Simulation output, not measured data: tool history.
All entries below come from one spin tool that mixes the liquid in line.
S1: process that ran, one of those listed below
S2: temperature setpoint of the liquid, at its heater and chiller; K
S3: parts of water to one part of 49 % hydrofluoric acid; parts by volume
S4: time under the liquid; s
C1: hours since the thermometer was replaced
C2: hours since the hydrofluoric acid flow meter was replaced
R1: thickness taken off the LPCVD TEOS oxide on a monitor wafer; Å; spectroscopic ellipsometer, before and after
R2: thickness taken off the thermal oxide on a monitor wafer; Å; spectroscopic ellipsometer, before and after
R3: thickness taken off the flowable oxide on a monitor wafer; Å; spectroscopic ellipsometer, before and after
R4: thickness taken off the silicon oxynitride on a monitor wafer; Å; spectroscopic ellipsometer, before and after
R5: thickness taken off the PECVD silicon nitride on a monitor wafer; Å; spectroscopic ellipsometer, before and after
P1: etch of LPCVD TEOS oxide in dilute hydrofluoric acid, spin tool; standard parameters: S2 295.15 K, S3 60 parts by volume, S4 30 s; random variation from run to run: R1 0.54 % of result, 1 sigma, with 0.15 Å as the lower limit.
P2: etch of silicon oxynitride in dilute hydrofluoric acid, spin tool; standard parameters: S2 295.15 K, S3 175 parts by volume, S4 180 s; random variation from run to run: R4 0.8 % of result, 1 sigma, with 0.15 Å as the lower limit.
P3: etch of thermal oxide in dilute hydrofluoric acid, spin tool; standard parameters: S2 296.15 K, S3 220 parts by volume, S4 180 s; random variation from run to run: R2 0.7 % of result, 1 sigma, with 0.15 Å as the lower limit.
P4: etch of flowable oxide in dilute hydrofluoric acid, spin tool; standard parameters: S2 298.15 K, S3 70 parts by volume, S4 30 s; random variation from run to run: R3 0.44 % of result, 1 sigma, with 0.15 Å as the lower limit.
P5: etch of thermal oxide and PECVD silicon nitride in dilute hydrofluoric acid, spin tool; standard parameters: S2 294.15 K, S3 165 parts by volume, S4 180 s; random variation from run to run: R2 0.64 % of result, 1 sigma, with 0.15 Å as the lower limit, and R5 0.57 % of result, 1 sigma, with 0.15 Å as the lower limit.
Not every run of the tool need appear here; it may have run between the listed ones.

| run | hour | S1 | S2 | S3 | S4 | C1 | C2 | R1 | R2 | R3 | R4 | R5 |
|---|---|---|---|---|---|---|---|---|---|---|---|---|
| 1 | 9.7 | P1 | 295.15 | 60 | 30 | 308.1 | 968.9 | 81.923 |  |  |  |  |
| 2 | 18.3 | P1 | 290.15 | 60 | 30 | 316.7 | 977.5 | 65.282 |  |  |  |  |
| 3 | 29.1 | P3 | 296.15 | 220 | 345 | 327.5 | 988.3 |  | 60.7190 |  |  |  |
| 4 | 37.4 | P4 | 298.15 | 70 | 15 | 335.8 | 996.6 |  |  | 76.601 |  |  |
| 5 | 45.4 | P2 | 295.15 | 175 | 180 | 343.8 | 1004.6 |  |  |  | 27.496 |  |
| 6 | 57.0 | P1 | 302.15 | 60 | 30 | 355.4 | 1016.2 | 108.850 |  |  |  |  |
| 7 | 73.6 | P2 | 295.15 | 175 | 45 | 372.0 | 1032.8 |  |  |  | 6.839 |  |
| 8 | 86.7 | P3 | 296.15 | 220 | 180 | 385.1 | 1045.9 |  | 31.9180 |  |  |  |
| 9 | 94.6 | P4 | 290.15 | 70 | 30 | 393.0 | 1053.8 |  |  | 110.530 |  |  |
| 10 | 106.9 | P1 | 295.15 | 60 | 30 | 405.3 | 1066.1 | 81.648 |  |  |  |  |
|  | 116.5 | hydrofluoric acid flow meter replaced |
| 11 | 121.3 | P3 | 296.15 | 75 | 180 | 419.7 | 4.8 |  | 109.7700 |  |  |  |
| 12 | 129.6 | P1 | 295.15 | 60 | 30 | 428.0 | 13.1 | 81.714 |  |  |  |  |
| 13 | 141.8 | P5 | 301.65 | 165 | 180 | 440.2 | 25.3 |  | 57.0460 |  |  | 83.1970 |
| 14 | 158.0 | P1 | 295.15 | 60 | 15 | 456.4 | 41.5 | 40.330 |  |  |  |  |
| 15 | 167.1 | P1 | 295.15 | 60 | 30 | 465.5 | 50.6 | 82.342 |  |  |  |  |
| 16 | 181.9 | P1 | 295.15 | 95 | 30 | 480.3 | 65.4 | 49.458 |  |  |  |  |
|  | 182.1 | thermometer replaced |
| 17 | 194.2 | P2 | 302.65 | 175 | 180 | 12.1 | 77.7 |  |  |  | 38.508 |  |
| 18 | 206.8 | P5 | 294.15 | 265 | 180 | 24.7 | 90.3 |  | 24.4190 |  |  | 32.9150 |
| 19 | 214.7 | P1 | 299.65 | 80 | 30 | 32.6 | 98.2 | 71.510 |  |  |  |  |
| 20 | 231.0 | P1 | 291.15 | 110 | 30 | 48.9 | 114.5 | 35.457 |  |  |  |  |
| 21 | 242.2 | P1 | 295.15 | 60 | 30 | 60.1 | 125.7 | 82.001 |  |  |  |  |
| 22 | 254.9 | P5 | 294.15 | 165 | 15 | 72.8 | 138.4 |  | 3.4904 |  |  | 4.0539 |
| 23 | 264.4 | P1 | 295.15 | 25 | 30 | 82.3 | 147.9 | 206.730 |  |  |  |  |
| 24 | 274.8 | P5 | 294.15 | 165 | 180 | 92.7 | 158.3 |  | 42.3920 |  |  | 51.7440 |
| 25 | 291.3 | P1 | 295.15 | 60 | 30 | 109.2 | 174.8 | 82.102 |  |  |  |  |
| 26 | 300.6 | P1 | 290.65 | 60 | 15 | 118.5 | 184.1 | 33.749 |  |  |  |  |
| 27 | 312.0 | P4 | 298.15 | 40 | 30 | 129.9 | 195.5 |  |  | 281.240 |  |  |
| 28 | 323.5 | P1 | 295.15 | 60 | 45 | 141.4 | 207.0 | 122.420 |  |  |  |  |
| 29 | 340.1 | P2 | 295.15 | 110 | 180 | 158.0 | 223.6 |  |  |  | 45.808 |  |
| 30 | 347.5 | P5 | 294.15 | 165 | 180 | 165.4 | 231.0 |  | 42.7060 |  |  | 51.3420 |

Run 31 comes next. What will it give?
| 31 | 360.8 | P4 | 298.15 | 70 | 30 | 178.7 | 244.3 |  |  | ? |  |  |

Run 31 yielded R3 155.130 Å.

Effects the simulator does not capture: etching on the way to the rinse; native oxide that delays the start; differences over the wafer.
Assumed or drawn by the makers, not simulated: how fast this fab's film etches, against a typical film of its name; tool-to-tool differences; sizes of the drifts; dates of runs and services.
